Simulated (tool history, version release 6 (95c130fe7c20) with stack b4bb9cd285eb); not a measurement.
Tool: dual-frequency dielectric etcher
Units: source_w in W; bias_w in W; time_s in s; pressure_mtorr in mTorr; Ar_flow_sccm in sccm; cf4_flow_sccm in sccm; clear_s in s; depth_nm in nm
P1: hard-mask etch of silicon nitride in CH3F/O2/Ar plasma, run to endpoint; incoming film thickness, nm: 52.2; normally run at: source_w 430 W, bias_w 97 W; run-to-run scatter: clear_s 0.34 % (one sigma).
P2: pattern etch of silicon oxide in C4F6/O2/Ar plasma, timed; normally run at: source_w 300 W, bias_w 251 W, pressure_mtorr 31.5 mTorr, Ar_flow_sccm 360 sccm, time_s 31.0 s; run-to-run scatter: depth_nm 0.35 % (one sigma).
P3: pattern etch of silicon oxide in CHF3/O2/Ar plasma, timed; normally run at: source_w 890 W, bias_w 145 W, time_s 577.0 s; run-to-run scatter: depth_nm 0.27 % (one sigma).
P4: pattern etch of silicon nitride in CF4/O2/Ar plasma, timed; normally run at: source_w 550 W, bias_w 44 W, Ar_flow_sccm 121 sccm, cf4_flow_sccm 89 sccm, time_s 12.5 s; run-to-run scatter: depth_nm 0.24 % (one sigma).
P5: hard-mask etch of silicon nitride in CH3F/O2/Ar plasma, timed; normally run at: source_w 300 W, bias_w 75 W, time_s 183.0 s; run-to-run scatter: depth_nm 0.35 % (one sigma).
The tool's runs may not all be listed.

| run | day | process | source_w | bias_w | time_s | pressure_mtorr | Ar_flow_sccm | cf4_flow_sccm | clear_s | depth_nm |
|---|---|---|---|---|---|---|---|---|---|---|
| 1 | 0.258 | P1 | 430 | 97 |  |  |  |  | 64.222 |  |
| 2 | 0.462 | P1 | 550 | 97 |  |  |  |  | 58.576 |  |
| 3 | 0.583 | P5 | 300 | 56 | 183.0 |  |  |  |  | 109.080 |
| 4 | 0.825 | P1 | 430 | 97 |  |  |  |  | 64.152 |  |
| 5 | 0.988 | P1 | 430 | 120 |  |  |  |  | 59.613 |  |
| 6 | 1.158 | P3 | 890 | 145 | 577.0 |  |  |  |  | 1239.800 |
| 7 | 1.400 | P1 | 330 | 75 |  |  |  |  | 77.889 |  |
| 8 | 1.554 | P3 | 890 | 193 | 577.0 |  |  |  |  | 1355.000 |
| 9 | 1.671 | P1 | 430 | 97 |  |  |  |  | 64.742 |  |
| 10 | 1.900 | P2 | 300 | 251 | 31.0 | 42.5 | 360 |  |  | 93.425 |
| 11 | 2.129 | P2 | 170 | 251 | 31.0 | 31.5 | 360 |  |  | 78.165 |
| 12 | 2.354 | P4 | 550 | 44 | 12.5 |  | 121 | 119 |  | 25.557 |
| 13 | 2.538 | P1 | 430 | 97 |  |  |  |  | 64.091 |  |
| 14 | 2.733 | P2 | 300 | 251 | 31.0 | 31.5 | 452 |  |  | 94.347 |
| 15 | 2.938 | P4 | 550 | 31 | 12.5 |  | 121 | 89 |  | 21.664 |
|  | 3.050 | bias power generator calibrated |
| 16 | 3.196 | P5 | 300 | 75 | 183.0 |  |  |  |  | 120.650 |
|  | 3.358 | wet clean of the chamber |
| 17 | 3.404 | P2 | 300 | 251 | 21.0 | 31.5 | 360 |  |  | 64.906 |
| 18 | 3.542 | P1 | 280 | 133 |  |  |  |  | 67.271 |  |
| 19 | 3.762 | P4 | 360 | 44 | 12.5 |  | 121 | 89 |  | 16.935 |
| 20 | 4.008 | P4 | 550 | 44 | 8.0 |  | 121 | 89 |  | 15.696 |
| 21 | 4.267 | P3 | 890 | 145 | 718.0 |  |  |  |  | 1547.500 |
| 22 | 4.488 | P5 | 300 | 75 | 247.0 |  |  |  |  | 162.590 |
| 23 | 4.646 | P1 | 430 | 62 |  |  |  |  | 74.501 |  |

The next listed run, before its measurement:
| 24 | 4.800 | P4 | 550 | 44 | 12.5 |  | 121 | 89 |  | ? |

Run 24 gave depth_nm 24.422 nm.
